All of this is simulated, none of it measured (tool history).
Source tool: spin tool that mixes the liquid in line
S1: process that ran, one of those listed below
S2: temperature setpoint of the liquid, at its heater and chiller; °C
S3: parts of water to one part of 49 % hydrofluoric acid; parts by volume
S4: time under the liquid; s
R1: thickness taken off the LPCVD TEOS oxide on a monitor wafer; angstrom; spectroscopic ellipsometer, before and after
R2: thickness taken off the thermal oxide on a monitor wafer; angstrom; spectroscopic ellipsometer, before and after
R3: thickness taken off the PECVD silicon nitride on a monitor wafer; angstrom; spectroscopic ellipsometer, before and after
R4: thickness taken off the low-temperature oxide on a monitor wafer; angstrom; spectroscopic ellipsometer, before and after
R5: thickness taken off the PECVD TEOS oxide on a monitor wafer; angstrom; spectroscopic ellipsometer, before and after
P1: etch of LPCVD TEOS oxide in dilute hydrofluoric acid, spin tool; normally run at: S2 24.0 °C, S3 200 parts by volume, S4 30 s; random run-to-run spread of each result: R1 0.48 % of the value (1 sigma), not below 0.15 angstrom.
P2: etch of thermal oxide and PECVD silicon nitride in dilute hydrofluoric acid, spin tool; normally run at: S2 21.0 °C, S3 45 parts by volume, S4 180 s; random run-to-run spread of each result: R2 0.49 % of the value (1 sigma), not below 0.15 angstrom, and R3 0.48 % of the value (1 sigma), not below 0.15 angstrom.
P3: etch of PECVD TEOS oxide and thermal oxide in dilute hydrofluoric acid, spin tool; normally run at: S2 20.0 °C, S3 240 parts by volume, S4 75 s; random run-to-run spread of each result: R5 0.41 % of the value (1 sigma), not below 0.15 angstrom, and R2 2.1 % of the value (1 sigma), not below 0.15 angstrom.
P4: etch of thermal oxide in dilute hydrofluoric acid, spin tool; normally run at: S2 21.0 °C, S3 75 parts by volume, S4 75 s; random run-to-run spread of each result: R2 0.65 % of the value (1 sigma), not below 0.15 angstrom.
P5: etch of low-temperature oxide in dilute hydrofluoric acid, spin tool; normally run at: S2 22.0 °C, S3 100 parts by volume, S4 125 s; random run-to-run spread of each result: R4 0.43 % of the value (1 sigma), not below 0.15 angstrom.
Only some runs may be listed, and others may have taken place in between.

run	hour	S1	S2	S3	S4	R1	R2	R3	R4	R5
1	6.6	P1	24.0	200	30	63.711				
2	17.5	P4	17.0	75	75		36.5460			
3	28.0	P2	21.0	45	180		186.5600	93.360		
4	36.2	P5	22.0	100	205				218.310	
5	45.0	P5	22.0	100	125				132.700	
6	53.6	P3	20.0	440	75		4.8491			30.459
7	60.8	P1	24.0	200	30	63.721				
8	72.7	P4	21.0	75	15		8.8335			
# hour 83.2: thermometer replaced
9	84.1	P2	21.0	20	180		429.6100	202.450		
10	93.7	P5	17.0	100	125				107.380	
11	100.8	P4	21.0	110	75		28.4840			
12	106.9	P1	24.0	200	15	31.938				
13	117.6	P2	26.5	45	180		230.8200	135.390		
14	124.6	P1	24.0	110	50	215.300				
15	131.2	P3	17.0	240	75		10.0170			59.685
16	142.6	P1	24.0	290	60	79.889				
17	148.4	P1	24.0	95	30	151.670				
18	156.1	P3	20.0	240	75		11.2450			67.134
19	162.6	P1	29.5	200	15	39.116				
20	175.5	P1	18.0	200	30	50.888				
21	181.4	P1	31.0	200	30	82.212				
22	190.3	P4	21.0	75	75		43.4070			
23	201.1	P4	21.0	75	75		43.4770			
24	207.6	P1	24.0	290	30	40.367				
25	213.7	P5	22.0	145	125				87.401	
26	221.5	P1	24.0	200	30	63.721				
27	234.3	P1	24.0	200	30	63.536				
28	245.1	P1	24.0	200	45	95.979				
29	254.7	P3	20.0	240	125		18.3080			111.460
30	261.9	P2	21.0	45	55		56.3460	28.348		
31	273.0	P1	24.0	200	30	64.114				
32	281.1	P1	24.0	200	30	63.881				
33	291.1	P1	24.0	200	30	67.070				
34	297.6	P1	24.0	200	30	68.386				
35	310.5	P1	24.0	200	30	69.233				
36	318.0	P1	24.0	200	30	68.888				
37	329.4	P1	24.0	200	30	69.472				
38	338.1	P1	24.0	200	30	70.205				

What P1 gives has crept away from where it was. These 2 causes fit the log equally well, each at the size given:
A: liquid hotter than its thermometer reads (K) = 2.39
B: hydrofluoric acid flow above the setpoint (%) = 7.46
The creep began at about hour 281.1.

Below are 4 check runs, each on a single wafer, with their results shown as question marks. Which of them would tell the listed causes apart, meaning the causes would give clearly different results under it?
check 1	346.8	P2	21.0	30	75		?	?		
check 2	346.8	P3	17.0	240	75		?			?
check 3	346.8	P5	22.0	140	125				?	
check 4	346.8	P4	17.0	75	20		?			

Check results expected under each cause:
check	result	if A	if B
check 1	R2	130.0100	126.5600
check 1	R3	67.748	61.560
check 2	R2	10.8740	10.8160
check 2	R5	65.349	65.000
check 3	R4	99.518	98.531
check 4	R2	10.8430	10.5890
Per-check spread between the two closest causes, in the result where they differ most: check 1 9.58 %; check 2 0.54 %; check 3 1 %; check 4 2.37 %
Only check 1 tells the causes apart: in the others they would give nearly the same result.

Then check 1 was run and gave: R2 129.7500 angstrom; R3 67.743 angstrom. Which cause is it?

The correct cause is A, namely: liquid hotter than its thermometer reads (K).
